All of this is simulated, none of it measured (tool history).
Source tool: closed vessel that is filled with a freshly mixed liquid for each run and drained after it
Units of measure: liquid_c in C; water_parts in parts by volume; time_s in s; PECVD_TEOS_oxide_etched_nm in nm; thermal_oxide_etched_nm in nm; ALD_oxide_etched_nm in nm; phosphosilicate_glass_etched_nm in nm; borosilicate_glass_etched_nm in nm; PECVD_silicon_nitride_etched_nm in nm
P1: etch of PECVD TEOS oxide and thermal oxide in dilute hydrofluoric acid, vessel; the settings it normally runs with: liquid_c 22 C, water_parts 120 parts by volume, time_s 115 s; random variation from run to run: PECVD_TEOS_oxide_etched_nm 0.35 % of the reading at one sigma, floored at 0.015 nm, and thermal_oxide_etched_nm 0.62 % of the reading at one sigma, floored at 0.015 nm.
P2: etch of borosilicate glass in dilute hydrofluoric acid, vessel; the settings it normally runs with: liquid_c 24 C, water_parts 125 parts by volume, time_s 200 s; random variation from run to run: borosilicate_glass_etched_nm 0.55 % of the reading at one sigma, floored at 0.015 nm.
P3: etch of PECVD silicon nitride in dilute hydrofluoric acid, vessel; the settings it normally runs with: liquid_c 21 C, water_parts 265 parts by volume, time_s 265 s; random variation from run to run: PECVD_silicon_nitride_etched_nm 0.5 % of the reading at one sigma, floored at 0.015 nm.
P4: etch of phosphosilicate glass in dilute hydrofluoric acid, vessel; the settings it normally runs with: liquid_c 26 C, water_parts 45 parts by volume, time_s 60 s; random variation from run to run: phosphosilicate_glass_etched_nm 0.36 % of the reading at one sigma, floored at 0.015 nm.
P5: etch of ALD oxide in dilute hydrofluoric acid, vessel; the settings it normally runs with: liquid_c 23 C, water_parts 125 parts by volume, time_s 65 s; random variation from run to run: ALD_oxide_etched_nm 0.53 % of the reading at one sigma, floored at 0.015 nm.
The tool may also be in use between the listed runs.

run,day,process,liquid_c,water_parts,time_s,PECVD_TEOS_oxide_etched_nm,thermal_oxide_etched_nm,ALD_oxide_etched_nm,phosphosilicate_glass_etched_nm,borosilicate_glass_etched_nm,PECVD_silicon_nitride_etched_nm
1,0.512,P1,22,120,115,7.4309,3.9714,,,,
2,1.021,P1,26.5,120,115,8.8701,4.7538,,,,
3,1.617,P1,22,120,55,3.5124,1.915,,,,
4,2.225,P5,23,125,35,,,7.1504,,,
5,2.567,P1,17,120,115,6.0699,3.296,,,,
6,3.142,P4,26,65,60,,,,207.19,,
7,3.725,P4,26,45,105,,,,538.34,,
8,4.312,P1,22,120,180,11.528,6.2862,,,,
9,4.675,P2,17,125,200,,,,,43.205,
10,5.25,P1,22,120,115,7.4017,4.0148,,,,
11,5.625,P1,22,30,115,33.064,17.757,,,,
12,6.221,P3,21,265,265,,,,,,4.7801
13,6.804,P3,17,265,265,,,,,,3.5876
14,7.333,P1,22,120,115,7.3448,4.0198,,,,
15,7.958,P1,22,120,115,7.4275,3.9663,,,,
16,8.442,P3,21,265,465,,,,,,8.1696
17,8.85,P2,24,125,200,,,,,56.788,
18,9.275,P1,22,175,215,8.8673,4.8445,,,,
19,9.788,P2,24,205,200,,,,,31.428,
20,10.508,P5,17,125,65,,,10.273,,,
21,11.004,P1,22,185,115,4.4771,2.4499,,,,
22,11.583,P2,24,125,75,,,,,21.486,
23,12.267,P5,23,80,65,,,21.818,,,

Run 24 has not been measured yet. What should we expect?
24,12.688,P3,21,265,265,,,,,,?

PECVD_silicon_nitride_etched_nm: 4.7553 nm

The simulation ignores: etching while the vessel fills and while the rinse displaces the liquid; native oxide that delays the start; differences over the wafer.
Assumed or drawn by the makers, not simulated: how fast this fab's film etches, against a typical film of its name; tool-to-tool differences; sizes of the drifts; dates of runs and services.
